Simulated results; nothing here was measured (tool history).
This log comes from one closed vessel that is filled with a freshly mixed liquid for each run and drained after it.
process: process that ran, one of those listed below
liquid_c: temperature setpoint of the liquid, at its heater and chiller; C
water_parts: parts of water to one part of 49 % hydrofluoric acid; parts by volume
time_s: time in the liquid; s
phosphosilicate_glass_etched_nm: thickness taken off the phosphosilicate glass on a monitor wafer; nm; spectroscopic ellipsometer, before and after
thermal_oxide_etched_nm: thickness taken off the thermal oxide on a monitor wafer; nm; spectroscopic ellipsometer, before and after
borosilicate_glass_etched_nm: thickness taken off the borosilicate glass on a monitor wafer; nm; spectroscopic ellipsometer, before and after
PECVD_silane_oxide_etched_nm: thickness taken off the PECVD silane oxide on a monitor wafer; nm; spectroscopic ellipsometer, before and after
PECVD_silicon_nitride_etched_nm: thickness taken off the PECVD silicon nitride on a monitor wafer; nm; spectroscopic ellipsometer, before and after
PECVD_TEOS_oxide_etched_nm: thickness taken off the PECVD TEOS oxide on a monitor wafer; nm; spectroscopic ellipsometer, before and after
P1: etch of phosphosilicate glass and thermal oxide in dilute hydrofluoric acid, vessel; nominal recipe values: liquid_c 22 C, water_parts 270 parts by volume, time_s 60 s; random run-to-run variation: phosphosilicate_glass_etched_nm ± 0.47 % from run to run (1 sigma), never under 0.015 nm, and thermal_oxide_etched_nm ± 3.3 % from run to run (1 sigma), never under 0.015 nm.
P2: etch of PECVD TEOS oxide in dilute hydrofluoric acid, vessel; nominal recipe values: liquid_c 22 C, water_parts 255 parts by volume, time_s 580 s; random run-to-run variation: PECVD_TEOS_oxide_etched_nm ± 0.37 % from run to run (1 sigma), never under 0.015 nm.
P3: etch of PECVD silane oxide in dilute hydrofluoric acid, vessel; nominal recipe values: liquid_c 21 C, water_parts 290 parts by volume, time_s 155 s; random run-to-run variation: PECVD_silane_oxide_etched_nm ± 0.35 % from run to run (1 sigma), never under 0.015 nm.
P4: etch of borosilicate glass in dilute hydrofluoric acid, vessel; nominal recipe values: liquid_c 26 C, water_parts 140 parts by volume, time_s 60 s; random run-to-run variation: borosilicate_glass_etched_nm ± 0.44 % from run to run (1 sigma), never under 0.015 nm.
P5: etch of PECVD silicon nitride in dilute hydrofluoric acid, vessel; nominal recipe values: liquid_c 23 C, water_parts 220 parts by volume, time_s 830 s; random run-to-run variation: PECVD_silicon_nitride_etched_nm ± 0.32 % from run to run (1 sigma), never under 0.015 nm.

run,day,process,liquid_c,water_parts,time_s,phosphosilicate_glass_etched_nm,thermal_oxide_etched_nm,borosilicate_glass_etched_nm,PECVD_silane_oxide_etched_nm,PECVD_silicon_nitride_etched_nm,PECVD_TEOS_oxide_etched_nm
1,0.188,P1,22,270,60,20.8270,0.76984,,,,
2,0.438,P1,30,270,60,27.3510,1.00170,,,,
3,0.567,P1,22,270,60,20.7010,0.79494,,,,
4,0.704,P4,26,140,60,,,24.410,,,
5,0.900,P4,26,140,100,,,40.764,,,
6,1.046,P1,22,270,120,41.7950,1.54290,,,,
7,1.254,P3,21,455,155,,,,3.8608,,
8,1.438,P1,22,270,60,20.9510,0.79203,,,,
9,1.675,P3,21,290,55,,,,2.5041,,
10,1.808,P4,34,140,60,,,32.613,,,
11,2.058,P1,22,270,60,20.8560,0.77753,,,,
12,2.312,P1,22,120,60,55.0720,2.08680,,,,
13,2.512,P1,22,270,60,20.6800,0.76603,,,,
14,2.704,P3,21,290,155,,,,7.1002,,
15,2.921,P1,22,270,60,20.8760,0.77750,,,,
16,3.175,P1,22,475,60,9.9669,0.38162,,,,
17,3.338,P3,27,290,155,,,,8.6832,,
18,3.462,P5,23,220,830,,,,,10.6560,
19,3.612,P2,17,255,580,,,,,,20.206
20,3.779,P4,26,25,60,,,158.240,,,
21,3.983,P5,23,330,830,,,,,7.1563,
# day 3.988: hydrofluoric acid flow meter replaced
22,4.150,P1,17,270,30,8.6557,0.36725,,,,
23,4.375,P1,17,270,60,17.3350,0.62827,,,,
24,4.617,P5,23,220,280,,,,,3.6013,

Run 25, settings as shown, results not yet in. Your forecast:
25,4.788,P2,22,65,580,,,,,,?

PECVD_TEOS_oxide_etched_nm: 117.180 nm
